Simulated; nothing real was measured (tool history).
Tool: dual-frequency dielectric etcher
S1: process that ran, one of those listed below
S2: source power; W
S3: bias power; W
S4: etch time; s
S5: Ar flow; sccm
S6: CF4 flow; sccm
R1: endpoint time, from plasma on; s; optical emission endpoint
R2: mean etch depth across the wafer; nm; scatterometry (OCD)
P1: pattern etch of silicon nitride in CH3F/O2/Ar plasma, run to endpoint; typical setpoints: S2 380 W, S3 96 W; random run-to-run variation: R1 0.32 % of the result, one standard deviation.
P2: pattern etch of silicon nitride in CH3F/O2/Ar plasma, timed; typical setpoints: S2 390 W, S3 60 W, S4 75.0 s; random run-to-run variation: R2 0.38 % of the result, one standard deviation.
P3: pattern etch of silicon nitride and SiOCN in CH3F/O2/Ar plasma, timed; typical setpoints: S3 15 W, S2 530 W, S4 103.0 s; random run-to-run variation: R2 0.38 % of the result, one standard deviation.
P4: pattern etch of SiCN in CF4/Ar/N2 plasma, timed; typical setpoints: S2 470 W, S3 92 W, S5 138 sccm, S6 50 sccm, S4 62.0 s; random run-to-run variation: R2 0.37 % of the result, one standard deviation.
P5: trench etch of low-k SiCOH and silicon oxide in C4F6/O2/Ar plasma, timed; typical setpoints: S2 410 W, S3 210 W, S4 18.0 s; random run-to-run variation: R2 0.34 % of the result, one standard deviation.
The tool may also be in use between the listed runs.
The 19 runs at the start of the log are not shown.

run	hour	S1	S2	S3	S4	S5	S6	R1	R2
20	216.0	P3	530	15	103.0				13.3520
21	229.7	P4	470	92	76.0	138	50		65.3250
22	244.1	P2	390	72	75.0				50.5860
23	255.6	P3	530	15	73.0				9.4599
24	265.8	P4	470	92	62.0	138	37		51.1770
25	276.4	P5	300	210	18.0				51.7260
26	288.2	P4	320	92	62.0	138	50		38.3040
27	302.5	P2	390	60	75.0				47.1520
28	317.8	P1	380	127				25.414	
29	327.3	P5	410	210	18.0				58.3950
30	343.1	P1	380	96				28.214	
31	351.6	P2	390	60	106.5				67.3400
32	359.8	P3	730	15	103.0				15.0370
33	375.4	P4	470	92	62.0	138	50		53.5200
34	386.0	P1	380	96				28.173	
35	395.1	P1	380	96				28.102	
36	406.1	P1	380	96				28.098	
37	418.0	P1	380	96				27.778	
38	430.8	P1	380	96				27.838	
39	438.2	P1	380	96				27.680	
# hour 449.7: wet clean of the chamber
40	453.0	P1	380	96				27.838	
41	460.1	P1	380	96				27.911	

What does the tool deliver on the next run?
42	475.8	P1	380	96				?	

R1: 27.942 s
